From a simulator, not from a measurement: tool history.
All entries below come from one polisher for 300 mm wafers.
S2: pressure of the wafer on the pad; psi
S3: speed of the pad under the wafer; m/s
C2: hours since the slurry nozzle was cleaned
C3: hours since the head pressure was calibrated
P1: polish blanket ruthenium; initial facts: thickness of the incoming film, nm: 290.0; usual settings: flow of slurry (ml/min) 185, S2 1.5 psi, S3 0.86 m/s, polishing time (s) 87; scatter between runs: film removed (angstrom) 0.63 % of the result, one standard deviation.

run 1 hour=5.3 | flow_of_slurry_(ml/min)=185 S2=1.5 S3=0.86 polishing_time_(s)=87 | wafers_polished_on_this_pad=236 C2=51.3 C3=757.4 | film_removed_(angstrom)=651.96
run 2 hour=13.2 | flow_of_slurry_(ml/min)=185 S2=1.5 S3=0.86 polishing_time_(s)=87 | wafers_polished_on_this_pad=344 C2=59.2 C3=765.3 | film_removed_(angstrom)=638.62
run 3 hour=19.6 | flow_of_slurry_(ml/min)=185 S2=1.5 S3=0.44 polishing_time_(s)=87 | wafers_polished_on_this_pad=432 C2=65.6 C3=771.7 | film_removed_(angstrom)=328.14
run 4 hour=24.9 | flow_of_slurry_(ml/min)=185 S2=1.5 S3=0.86 polishing_time_(s)=87 | wafers_polished_on_this_pad=505 C2=70.9 C3=777 | film_removed_(angstrom)=644.05
run 5 hour=31.3 | flow_of_slurry_(ml/min)=185 S2=1.5 S3=0.86 polishing_time_(s)=87 | wafers_polished_on_this_pad=593 C2=77.3 C3=783.4 | film_removed_(angstrom)=641.47
run 6 hour=38.1 | flow_of_slurry_(ml/min)=235 S2=1.5 S3=0.86 polishing_time_(s)=87 | wafers_polished_on_this_pad=686 C2=84.1 C3=790.2 | film_removed_(angstrom)=669.35
run 7 hour=45.1 | flow_of_slurry_(ml/min)=185 S2=1.5 S3=0.86 polishing_time_(s)=87 | wafers_polished_on_this_pad=782 C2=91.1 C3=797.2 | film_removed_(angstrom)=642.5
run 8 hour=51.8 | flow_of_slurry_(ml/min)=185 S2=1.5 S3=0.86 polishing_time_(s)=53 | wafers_polished_on_this_pad=874 C2=97.8 C3=803.9 | film_removed_(angstrom)=397.52
run 9 hour=58.5 | flow_of_slurry_(ml/min)=110 S2=1.5 S3=0.86 polishing_time_(s)=87 | wafers_polished_on_this_pad=965 C2=104.5 C3=810.6 | film_removed_(angstrom)=588.79
run 10 hour=64 | flow_of_slurry_(ml/min)=185 S2=1.5 S3=0.86 polishing_time_(s)=87 | wafers_polished_on_this_pad=1041 C2=110 C3=816.1 | film_removed_(angstrom)=647.63
run 11 hour=68.4 | flow_of_slurry_(ml/min)=185 S2=0.7 S3=0.86 polishing_time_(s)=87 | wafers_polished_on_this_pad=1101 C2=114.4 C3=820.5 | film_removed_(angstrom)=298.33
run 12 hour=73 | flow_of_slurry_(ml/min)=140 S2=1.5 S3=1.1 polishing_time_(s)=87 | wafers_polished_on_this_pad=1164 C2=119 C3=825.1 | film_removed_(angstrom)=788.45
run 13 hour=81 | flow_of_slurry_(ml/min)=185 S2=1.5 S3=1.3 polishing_time_(s)=87 | wafers_polished_on_this_pad=1274 C2=127 C3=833.1 | film_removed_(angstrom)=976.93
-- hour=85.5 head pressure recalibrated
run 14 hour=89 | flow_of_slurry_(ml/min)=185 S2=1.5 S3=0.86 polishing_time_(s)=126 | wafers_polished_on_this_pad=1383 C2=135 C3=3.5 | film_removed_(angstrom)=933.83
run 15 hour=96.9 | flow_of_slurry_(ml/min)=185 S2=2.3 S3=0.86 polishing_time_(s)=87 | wafers_polished_on_this_pad=1492 C2=142.9 C3=11.4 | film_removed_(angstrom)=994.89
run 16 hour=103.4 | flow_of_slurry_(ml/min)=185 S2=1.5 S3=0.86 polishing_time_(s)=87 | wafers_polished_on_this_pad=1581 C2=149.4 C3=17.9 | film_removed_(angstrom)=646.76
run 17 hour=108.3 | flow_of_slurry_(ml/min)=185 S2=1.5 S3=0.86 polishing_time_(s)=87 | wafers_polished_on_this_pad=1648 C2=154.3 C3=22.8 | film_removed_(angstrom)=629.86
run 18 hour=111.9 | flow_of_slurry_(ml/min)=185 S2=1.5 S3=0.86 polishing_time_(s)=87 | wafers_polished_on_this_pad=1697 C2=157.9 C3=26.4 | film_removed_(angstrom)=628.89
run 19 hour=118.8 | flow_of_slurry_(ml/min)=185 S2=1.5 S3=0.86 polishing_time_(s)=87 | wafers_polished_on_this_pad=1792 C2=164.8 C3=33.3 | film_removed_(angstrom)=625.69
run 20 hour=123.2 | flow_of_slurry_(ml/min)=185 S2=1.5 S3=0.86 polishing_time_(s)=87 | wafers_polished_on_this_pad=1852 C2=169.2 C3=37.7 | film_removed_(angstrom)=615.04
run 21 hour=131.2 | flow_of_slurry_(ml/min)=185 S2=1.5 S3=0.86 polishing_time_(s)=87 | wafers_polished_on_this_pad=1962 C2=177.2 C3=45.7 | film_removed_(angstrom)=615.36
-- hour=131.8 head pressure recalibrated
run 22 hour=138.2 | flow_of_slurry_(ml/min)=185 S2=1.5 S3=0.86 polishing_time_(s)=87 | wafers_polished_on_this_pad=2058 C2=184.2 C3=6.5 | film_removed_(angstrom)=616.54
run 23 hour=144.9 | flow_of_slurry_(ml/min)=185 S2=1.5 S3=0.86 polishing_time_(s)=87 | wafers_polished_on_this_pad=2150 C2=190.9 C3=13.2 | film_removed_(angstrom)=605.97
run 24 hour=148.8 | flow_of_slurry_(ml/min)=185 S2=1.5 S3=0.86 polishing_time_(s)=87 | wafers_polished_on_this_pad=2203 C2=194.8 C3=17.1 | film_removed_(angstrom)=620.6

Compared with where it was, what P1 gives has crept away. Each cause listed below fits the log as well as the rest, at the size given for it:
A: removal rate lost through wear of the pad, % = 5.3
B: slurry flow missing at the pad, % = 28
The gradual shift began around hour 103.4.
All other causes, with the reason each is excluded:
head's pressure below its setpoint, %: was serviced at hour 131.8, once the creep was under way, yet the earlier output never came back

Of the 4 check runs below, each run on 3 wafers with the results averaged and each result still a question mark, which one would tell the listed causes apart?
run check 1 hour=152.7 | flow_of_slurry_(ml/min)=185 S2=2.1 S3=1.22 polishing_time_(s)=87 | film_removed_(angstrom)=?
run check 2 hour=152.7 | flow_of_slurry_(ml/min)=185 S2=0.8 S3=1.24 polishing_time_(s)=87 | film_removed_(angstrom)=?
run check 3 hour=152.7 | flow_of_slurry_(ml/min)=185 S2=2.1 S3=1.24 polishing_time_(s)=87 | film_removed_(angstrom)=?
run check 4 hour=152.7 | flow_of_slurry_(ml/min)=115 S2=2.1 S3=0.86 polishing_time_(s)=87 | film_removed_(angstrom)=?

How each check would come out, cause by cause:
check=check_1 result=film_removed_(angstrom) if_A=1216.1 if_B=1215.9
check=check_2 result=film_removed_(angstrom) if_A=470.87 if_B=470.8
check=check_3 result=film_removed_(angstrom) if_A=1236 if_B=1235.9
check=check_4 result=film_removed_(angstrom) if_A=787.48 if_B=764.62
Separation of the two closest causes in each check, using whichever result separates them best: check 1 0.02 %; check 2 0.02 %; check 3 0.02 %; check 4 2.95 %
Only check 4 tells the causes apart: in the others they would give nearly the same result.

Check 4 has now been run. It gave: film removed (angstrom) 781.66. Which of the candidate causes is it?

The correct cause is A, namely: removal rate lost through wear of the pad, %.

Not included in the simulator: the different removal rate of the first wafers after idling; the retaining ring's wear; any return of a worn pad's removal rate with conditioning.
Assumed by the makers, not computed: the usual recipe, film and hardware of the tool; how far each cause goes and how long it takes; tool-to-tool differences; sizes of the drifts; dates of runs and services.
